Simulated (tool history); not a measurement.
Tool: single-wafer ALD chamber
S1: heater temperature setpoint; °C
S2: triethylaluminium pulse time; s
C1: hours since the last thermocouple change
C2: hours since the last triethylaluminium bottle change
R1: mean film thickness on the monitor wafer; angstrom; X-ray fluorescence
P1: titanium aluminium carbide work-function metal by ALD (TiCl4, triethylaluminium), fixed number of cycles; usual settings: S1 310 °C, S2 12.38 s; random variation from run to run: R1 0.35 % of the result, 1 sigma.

Run 1, day 0.183: S1 310 °C, S2 12.38 s; C1 897.3; C2 224.1. Result: R1 21.717 angstrom.
Run 2, day 0.342: S1 290 °C, S2 12.38 s; C1 901.1; C2 227.9. Result: R1 19.868 angstrom.
Run 3, day 0.45: S1 310 °C, S2 12.38 s; C1 903.7; C2 230.5. Result: R1 21.654 angstrom.
Run 4, day 0.583: S1 333 °C, S2 12.38 s; C1 906.9; C2 233.7. Result: R1 23.932 angstrom.
Run 5, day 0.729: S1 310 °C, S2 12.38 s; C1 910.4; C2 237.2. Result: R1 21.685 angstrom.
Run 6, day 0.862: S1 310 °C, S2 7.91 s; C1 913.6; C2 240.4. Result: R1 20.611 angstrom.
Run 7, day 1.004: S1 310 °C, S2 12.38 s; C1 917; C2 243.8. Result: R1 21.746 angstrom.
Run 8, day 1.154: S1 310 °C, S2 12.38 s; C1 920.6; C2 247.4. Result: R1 21.68 angstrom.
Run 9, day 1.358: S1 290 °C, S2 16.65 s; C1 925.5; C2 252.3. Result: R1 20.184 angstrom.
Run 10, day 1.458: S1 310 °C, S2 12.38 s; C1 927.9; C2 254.7. Result: R1 21.634 angstrom.
Run 11, day 1.596: S1 310 °C, S2 17.14 s; C1 931.2; C2 258. Result: R1 21.929 angstrom.
Run 12, day 1.758: S1 310 °C, S2 12.38 s; C1 935.1; C2 261.9. Result: R1 21.79 angstrom.
Run 13, day 1.871: S1 310 °C, S2 12.38 s; C1 937.8; C2 264.6. Result: R1 21.706 angstrom.
Run 14, day 2: S1 310 °C, S2 12.38 s; C1 940.9; C2 267.7. Result: R1 21.404 angstrom.
Run 15, day 2.129: S1 310 °C, S2 12.38 s; C1 944; C2 270.8. Result: R1 21.243 angstrom.
Run 16, day 2.317: S1 310 °C, S2 12.38 s; C1 948.5; C2 275.3. Result: R1 21.151 angstrom.
Run 17, day 2.483: S1 310 °C, S2 12.38 s; C1 952.5; C2 279.3. Result: R1 21.259 angstrom.
Run 18, day 2.6: S1 310 °C, S2 12.38 s; C1 955.3; C2 282.1. Result: R1 21.174 angstrom.

Forecast run 19:
Run 19, day 2.733: S1 310 °C, S2 12.38 s; C1 958.5; C2 285.3. Result: R1 ?.

R1: 21.107 angstrom
